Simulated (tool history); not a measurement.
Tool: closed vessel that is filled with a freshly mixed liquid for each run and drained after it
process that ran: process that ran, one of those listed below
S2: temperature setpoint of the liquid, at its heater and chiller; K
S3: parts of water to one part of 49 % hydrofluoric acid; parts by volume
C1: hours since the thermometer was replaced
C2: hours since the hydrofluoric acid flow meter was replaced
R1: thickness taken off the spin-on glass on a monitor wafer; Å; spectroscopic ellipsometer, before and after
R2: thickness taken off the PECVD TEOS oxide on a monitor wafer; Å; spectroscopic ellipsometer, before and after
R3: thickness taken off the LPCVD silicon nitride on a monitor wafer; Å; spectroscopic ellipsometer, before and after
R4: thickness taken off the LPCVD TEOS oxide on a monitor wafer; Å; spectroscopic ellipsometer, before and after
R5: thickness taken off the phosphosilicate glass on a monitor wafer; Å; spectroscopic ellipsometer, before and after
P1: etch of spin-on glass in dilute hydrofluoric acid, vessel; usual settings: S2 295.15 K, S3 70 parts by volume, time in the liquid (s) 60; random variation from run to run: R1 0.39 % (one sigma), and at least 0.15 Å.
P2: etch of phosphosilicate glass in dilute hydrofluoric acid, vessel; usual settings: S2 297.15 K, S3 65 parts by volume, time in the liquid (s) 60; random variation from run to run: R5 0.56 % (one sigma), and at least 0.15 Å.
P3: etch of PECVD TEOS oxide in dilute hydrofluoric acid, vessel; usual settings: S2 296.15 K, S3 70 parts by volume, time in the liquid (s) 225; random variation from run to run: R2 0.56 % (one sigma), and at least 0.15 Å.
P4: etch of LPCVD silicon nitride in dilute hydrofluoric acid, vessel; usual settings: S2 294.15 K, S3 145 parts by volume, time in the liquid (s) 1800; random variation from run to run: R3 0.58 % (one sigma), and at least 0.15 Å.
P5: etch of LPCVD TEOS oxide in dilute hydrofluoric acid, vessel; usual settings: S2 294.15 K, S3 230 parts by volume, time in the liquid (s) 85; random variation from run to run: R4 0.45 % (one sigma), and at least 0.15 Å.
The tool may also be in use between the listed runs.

Run 1, hour 7.5: process that ran P1, S2 295.15 K, S3 70 parts by volume, time in the liquid (s) 60; C1 945.4; C2 513.6. Result: R1 187.12 Å.
Run 2, hour 16.7: process that ran P3, S2 296.15 K, S3 70 parts by volume, time in the liquid (s) 225; C1 954.6; C2 522.8. Result: R2 395.99 Å.
Run 3, hour 22.1: process that ran P4, S2 294.15 K, S3 145 parts by volume, time in the liquid (s) 3285; C1 960; C2 528.2. Result: R3 78.304 Å.
Run 4, hour 32.9: process that ran P5, S2 290.15 K, S3 230 parts by volume, time in the liquid (s) 85; C1 970.8; C2 539. Result: R4 77.147 Å.
Run 5, hour 38.8: process that ran P4, S2 294.15 K, S3 145 parts by volume, time in the liquid (s) 1800; C1 976.7; C2 544.9. Result: R3 43.331 Å.
Run 6, hour 48.9: process that ran P2, S2 290.15 K, S3 65 parts by volume, time in the liquid (s) 60; C1 986.8; C2 555. Result: R5 834.5 Å.
Run 7, hour 57.9: process that ran P4, S2 300.65 K, S3 145 parts by volume, time in the liquid (s) 1800; C1 995.8; C2 564. Result: R3 65.972 Å.
Run 8, hour 63.2: process that ran P3, S2 296.15 K, S3 70 parts by volume, time in the liquid (s) 30; C1 1001.1; C2 569.3. Result: R2 51.904 Å.
Run 9, hour 74.3: process that ran P1, S2 295.15 K, S3 70 parts by volume, time in the liquid (s) 60; C1 1012.2; C2 580.4. Result: R1 185.94 Å.
Run 10, hour 80.1: process that ran P1, S2 300.15 K, S3 70 parts by volume, time in the liquid (s) 60; C1 1018; C2 586.2. Result: R1 226.24 Å.
Run 11, hour 86.1: process that ran P2, S2 297.15 K, S3 65 parts by volume, time in the liquid (s) 60; C1 1024; C2 592.2. Result: R5 1104.8 Å.
Run 12, hour 95.7: process that ran P5, S2 294.15 K, S3 230 parts by volume, time in the liquid (s) 45; C1 1033.6; C2 601.8. Result: R4 47.263 Å.
Run 13, hour 107.4: process that ran P5, S2 294.15 K, S3 230 parts by volume, time in the liquid (s) 85; C1 1045.3; C2 613.5. Result: R4 90.869 Å.
Run 14, hour 114: process that ran P2, S2 297.15 K, S3 20 parts by volume, time in the liquid (s) 60; C1 1051.9; C2 620.1. Result: R5 3839.4 Å.
Run 15, hour 121.7: process that ran P3, S2 290.15 K, S3 70 parts by volume, time in the liquid (s) 225; C1 1059.6; C2 627.8. Result: R2 306.49 Å.
Run 16, hour 133.7: process that ran P4, S2 294.15 K, S3 235 parts by volume, time in the liquid (s) 1800; C1 1071.6; C2 639.8. Result: R3 27.074 Å.
Run 17, hour 140.8: process that ran P2, S2 297.15 K, S3 65 parts by volume, time in the liquid (s) 115; C1 1078.7; C2 646.9. Result: R5 2127.7 Å.
Run 18, hour 152.5: process that ran P1, S2 295.15 K, S3 70 parts by volume, time in the liquid (s) 60; C1 1090.4; C2 658.6. Result: R1 186.18 Å.
Run 19, hour 163.9: process that ran P1, S2 290.15 K, S3 100 parts by volume, time in the liquid (s) 60; C1 1101.8; C2 670. Result: R1 101.39 Å.
Run 20, hour 170.6: process that ran P5, S2 294.15 K, S3 230 parts by volume, time in the liquid (s) 85; C1 1108.5; C2 676.7. Result: R4 90.052 Å.
Run 21, hour 181.3: process that ran P1, S2 295.15 K, S3 70 parts by volume, time in the liquid (s) 60; C1 1119.2; C2 687.4. Result: R1 186.24 Å.
Run 22, hour 189.7: process that ran P1, S2 290.15 K, S3 70 parts by volume, time in the liquid (s) 60; C1 1127.6; C2 695.8. Result: R1 150.02 Å.
Run 23, hour 197.2: process that ran P1, S2 295.15 K, S3 110 parts by volume, time in the liquid (s) 60; C1 1135.1; C2 703.3. Result: R1 112.82 Å.

Forecast run 24:
Run 24, hour 208: process that ran P5, S2 294.15 K, S3 115 parts by volume, time in the liquid (s) 85; C1 1145.9; C2 714.1. Result: R4 ?.

R4: 202.55 Å

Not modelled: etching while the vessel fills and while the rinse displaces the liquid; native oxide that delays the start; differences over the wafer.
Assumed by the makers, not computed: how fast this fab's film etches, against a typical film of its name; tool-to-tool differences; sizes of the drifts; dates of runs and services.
